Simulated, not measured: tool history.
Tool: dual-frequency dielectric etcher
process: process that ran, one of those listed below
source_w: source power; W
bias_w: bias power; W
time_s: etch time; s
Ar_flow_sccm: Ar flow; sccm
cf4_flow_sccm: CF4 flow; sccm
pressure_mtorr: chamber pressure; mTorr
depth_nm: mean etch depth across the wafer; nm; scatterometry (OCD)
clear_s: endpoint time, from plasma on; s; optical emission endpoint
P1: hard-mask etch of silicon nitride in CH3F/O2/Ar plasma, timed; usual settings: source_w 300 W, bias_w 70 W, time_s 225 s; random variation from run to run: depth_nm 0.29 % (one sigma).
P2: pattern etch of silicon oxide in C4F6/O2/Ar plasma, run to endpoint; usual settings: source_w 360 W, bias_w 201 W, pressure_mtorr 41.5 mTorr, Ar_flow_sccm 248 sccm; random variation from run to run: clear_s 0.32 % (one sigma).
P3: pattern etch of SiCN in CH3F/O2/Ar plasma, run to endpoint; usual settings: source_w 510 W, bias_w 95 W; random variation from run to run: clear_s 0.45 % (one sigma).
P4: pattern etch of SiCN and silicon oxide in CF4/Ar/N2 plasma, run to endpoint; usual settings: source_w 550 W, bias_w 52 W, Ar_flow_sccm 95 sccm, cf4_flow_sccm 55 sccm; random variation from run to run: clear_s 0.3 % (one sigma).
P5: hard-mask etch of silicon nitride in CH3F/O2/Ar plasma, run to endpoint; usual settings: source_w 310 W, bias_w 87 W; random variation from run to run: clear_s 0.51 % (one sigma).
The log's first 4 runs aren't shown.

run,hour,process,source_w,bias_w,time_s,Ar_flow_sccm,cf4_flow_sccm,pressure_mtorr,depth_nm,clear_s
# hour 23.0: wet clean of the chamber
5,26.4,P4,550,52,,95,55,,,19.0270
6,29.5,P1,300,70,225,,,,143.100,
7,35.5,P5,310,87,,,,,,58.4290
8,41.7,P5,310,58,,,,,,66.3550
9,47.8,P1,300,70,225,,,,142.400,
10,51.4,P3,510,119,,,,,,25.9780
11,58.0,P1,240,93,225,,,,144.990,
12,61.2,P4,550,52,,131,55,,,20.2280
13,66.3,P1,300,70,225,,,,143.280,
14,69.8,P2,360,201,,248,,50.5,,8.2262
15,73.7,P3,510,95,,,,,,28.4850
16,79.8,P1,230,82,225,,,,137.480,
17,83.4,P1,300,70,225,,,,142.530,
18,88.7,P1,300,70,293,,,,187.090,
19,93.8,P1,300,44,225,,,,123.010,
20,100.0,P4,550,52,,95,55,,,18.9890
21,103.3,P1,300,70,225,,,,143.530,
22,108.8,P1,300,86,225,,,,153.850,
23,112.0,P2,360,158,,248,,41.5,,8.7299

The next listed run, before its measurement:
24,117.8,P4,550,31,,95,55,,,?

Run 24 gave clear_s 22.2320 s.
